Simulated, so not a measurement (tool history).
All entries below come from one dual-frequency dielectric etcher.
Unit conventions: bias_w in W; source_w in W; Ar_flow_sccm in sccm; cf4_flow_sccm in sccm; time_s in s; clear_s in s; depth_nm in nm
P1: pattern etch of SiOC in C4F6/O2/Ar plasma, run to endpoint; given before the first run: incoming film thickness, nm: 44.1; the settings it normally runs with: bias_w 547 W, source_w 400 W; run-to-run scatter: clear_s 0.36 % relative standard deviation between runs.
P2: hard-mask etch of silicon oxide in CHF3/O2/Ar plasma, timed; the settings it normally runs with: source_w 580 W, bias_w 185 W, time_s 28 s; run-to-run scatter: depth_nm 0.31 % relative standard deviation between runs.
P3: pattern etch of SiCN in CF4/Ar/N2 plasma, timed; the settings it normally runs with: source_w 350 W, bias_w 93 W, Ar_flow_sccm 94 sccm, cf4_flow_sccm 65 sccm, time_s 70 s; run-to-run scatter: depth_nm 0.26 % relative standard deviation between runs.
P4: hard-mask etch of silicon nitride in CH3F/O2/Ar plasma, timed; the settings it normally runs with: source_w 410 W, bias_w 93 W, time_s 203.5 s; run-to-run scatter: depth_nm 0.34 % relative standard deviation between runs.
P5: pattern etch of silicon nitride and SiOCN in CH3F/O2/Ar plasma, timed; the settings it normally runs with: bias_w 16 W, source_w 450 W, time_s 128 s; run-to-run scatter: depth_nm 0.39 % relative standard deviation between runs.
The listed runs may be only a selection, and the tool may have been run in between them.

run	hour	process	bias_w	source_w	Ar_flow_sccm	cf4_flow_sccm	time_s	clear_s	depth_nm
1	9.8	P1	547	400				14.593	
2	15.7	P3	93	350	94	65	86.5		66.047
3	23.2	P2	185	580			39		78.11
4	31.3	P4	93	410			132.5		105.74
# hour 33.1: wet clean of the chamber
5	39.3	P4	93	410			203.5		161.4
6	48.7	P5	16	450			128		15.878
7	56.7	P4	93	280			203.5		140.45
8	65.6	P2	185	790			28		63.206
9	71.9	P5	16	350			128		14.61
10	77.8	P1	547	400				14.65	
11	88.6	P3	93	350	94	89	70		55.681
12	99.9	P1	547	400				14.614	
13	105.9	P3	59	350	94	65	70		45.343
14	112.5	P1	692	260				15.698	
15	123.1	P5	21	450			128		17.902
16	134.7	P2	185	580			28		56.12
17	146.5	P2	230	580			28		60.502
18	157.9	P3	93	420	94	65	70		62.783
19	168.4	P5	16	450			75		9.3738
20	177	P1	418	290				18.246	
21	183	P1	423	400				16.06	
22	192.8	P3	93	350	134	65	70		50.81
23	199	P1	678	400				13.59	
24	209.9	P1	547	470				13.704	
25	215.8	P4	126	410			203.5		181.54
26	225.2	P3	93	350	94	65	70		53.335
27	236.2	P3	93	350	94	65	70		53.27
28	247.9	P1	547	400				14.625	
29	259	P1	547	230				17.968	
30	267.7	P1	547	400				14.643	
31	276.6	P2	185	580			28		55.717
32	284.7	P1	547	400				14.673	
33	296.5	P1	547	400				14.622	
34	306.3	P1	547	400				14.557	
35	312.8	P1	547	400				14.478	
36	318.1	P1	547	400				14.494	
# hour 318.9: wet clean of the chamber
37	323.9	P1	547	400				14.373	
38	332.4	P1	547	400				14.365	
39	343.3	P1	547	400				14.363	
40	352.5	P1	547	400				14.408	
41	359	P1	547	400				14.363	
42	365.3	P1	547	400				14.393	
43	371.4	P1	547	400				14.406	

Compared with where it was, what P1 gives has crept away. Each cause listed below fits the log as well as the rest, at the size given for it:
A: bias power that arrives over what is set, % = 4.8
B: source power that arrives over what is set, % = 4.95
The creep began at about hour 284.7.
Each remaining cause and why it is not a fit:
chamber walls in a state that raises the etch rate, %: work on it at hour 318.9, done after the drift set in, did not restore what the process gave before

Listed below are the offered check runs, one wafer per run, with question marks in place of results. For which of them would the causes give clearly different outcomes?
check 1	377.5	P5	19	450			77.5		?
check 2	377.5	P4	124	410			203.5		?
check 3	377.5	P2	185	770			34.5		?
check 4	377.5	P3	76	350	94	65	83		?

How each check would come out, cause by cause:
check	result	if A	if B
check 1	depth_nm	10.589	10.556
check 2	depth_nm	183.43	183.4
check 3	depth_nm	78.097	78.325
check 4	depth_nm	59.835	61.377
Distance between the nearest two causes, measured in the result of the check that separates them most: check 1 0.31 %; check 2 0.01 %; check 3 0.29 %; check 4 2.55 %
The causes can be told apart only by check 4. The other checks would give nearly the same results under each of them.

Here is what check 4 returned: depth_nm 61.449 nm. Which cause is it?

It was cause B: source power that arrives over what is set, %.

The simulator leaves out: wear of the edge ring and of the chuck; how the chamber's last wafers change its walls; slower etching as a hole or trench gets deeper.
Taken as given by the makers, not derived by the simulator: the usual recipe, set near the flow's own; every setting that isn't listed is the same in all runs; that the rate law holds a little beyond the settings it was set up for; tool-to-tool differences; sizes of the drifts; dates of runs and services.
